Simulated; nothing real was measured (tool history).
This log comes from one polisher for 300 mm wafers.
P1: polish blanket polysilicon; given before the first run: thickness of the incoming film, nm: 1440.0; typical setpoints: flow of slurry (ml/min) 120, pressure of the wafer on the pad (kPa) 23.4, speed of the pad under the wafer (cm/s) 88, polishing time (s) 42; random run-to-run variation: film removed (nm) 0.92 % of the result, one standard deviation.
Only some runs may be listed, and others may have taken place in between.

run,hour,flow of slurry (ml/min),pressure of the wafer on the pad (kPa),speed of the pad under the wafer (cm/s),polishing time (s),wafers polished on this pad,hours since the slurry nozzle was cleaned,hours since the head pressure was calibrated,film removed (nm)
1,3.9,120,23.4,88,42,948,142.1,304.4,387.26
2,6.9,120,23.4,88,42,973,145.1,307.4,384.98
3,10.5,120,23.4,88,42,1003,148.7,311,380.48
4,13.2,120,23.4,88,64,1025,151.4,313.7,585.65
5,15.9,120,23.4,88,42,1047,154.1,316.4,382.55
6,20,85,12.4,88,42,1081,158.2,320.5,187.1
7,22.8,120,33.8,88,42,1104,161,323.3,546.03
8,24.9,120,23.4,40,42,1121,163.1,325.4,173.59
9,27.2,170,23.4,88,42,1140,165.4,327.7,404.92
10,30.4,120,12.4,88,42,1166,168.6,330.9,202.95
11,33.3,95,23.4,88,54,1190,171.5,333.8,465.97
12,35.8,120,23.4,88,42,1211,174,336.3,379.19
13,38.7,120,23.4,88,42,1234,176.9,339.2,378.84
14,42,70,23.4,88,42,1262,180.2,342.5,330.3
15,44.6,120,23.4,136,42,1283,182.8,345.1,587.93
16,47.7,120,23.4,88,19,1308,185.9,348.2,173.22
17,49.7,120,23.4,88,42,1325,187.9,350.2,382.73
18,53.2,120,23.4,88,42,1354,191.4,353.7,367.75
19,56,120,23.4,88,42,1377,194.2,356.5,353.42
20,58.2,120,23.4,88,42,1395,196.4,358.7,353.43
21,61.6,120,23.4,88,42,1423,199.8,362.1,347.63
22,64.5,120,23.4,88,42,1446,202.7,365,352.09
23,67.8,120,23.4,88,42,1474,206,368.3,347.95
# hour 69.5: head pressure recalibrated
24,70.4,120,23.4,88,42,1495,208.6,0.9,339.75
25,74.8,120,23.4,88,42,1531,213,5.3,346.54
26,76.8,120,23.4,88,42,1548,215,7.3,341.49
27,78.9,120,23.4,88,42,1565,217.1,9.4,344.55

Something has made what P1 gives creep away from where it was; the 2 causes below, each at its own stated size, fit the log equally well:
A: slurry flow missing at the pad, % = 35.2
B: removal rate lost through wear of the pad, % = 10.6
Creep in the process output first set in at about hour 49.7.
Other possible causes, and why each is ruled out:
head's pressure below its setpoint, %: serviced at hour 69.5, after the drift had started, without restoring the earlier output

Which of the check runs below tells the causes apart, meaning the causes would give it clearly different results? Each run uses 2 wafers whose results are averaged, and each result is shown as a question mark.
check 1,81,120,23.4,114,61,,,,?
check 2,81,120,17.9,136,42,,,,?
check 3,81,120,12.4,88,19,,,,?
check 4,81,70,23.4,52,42,,,,?

What every check run would give for each of its results, assuming each possible cause in turn:
check,result,if A,if B
check 1,film removed (nm),642.61,642.79
check 2,film removed (nm),403.64,403.76
check 3,film removed (nm),81.798,81.822
check 4,film removed (nm),163.53,174.37
How far apart the two closest causes lie, in the result that separates them most: check 1 0.03 %; check 2 0.03 %; check 3 0.03 %; check 4 6.42 %
Of the check runs offered, only check 4 discriminates between the causes; the rest would read about the same regardless of which cause applies.

Then check 4 was run and gave: film removed (nm) 172.8. Which cause is it?

B is the cause: removal rate lost through wear of the pad, %.
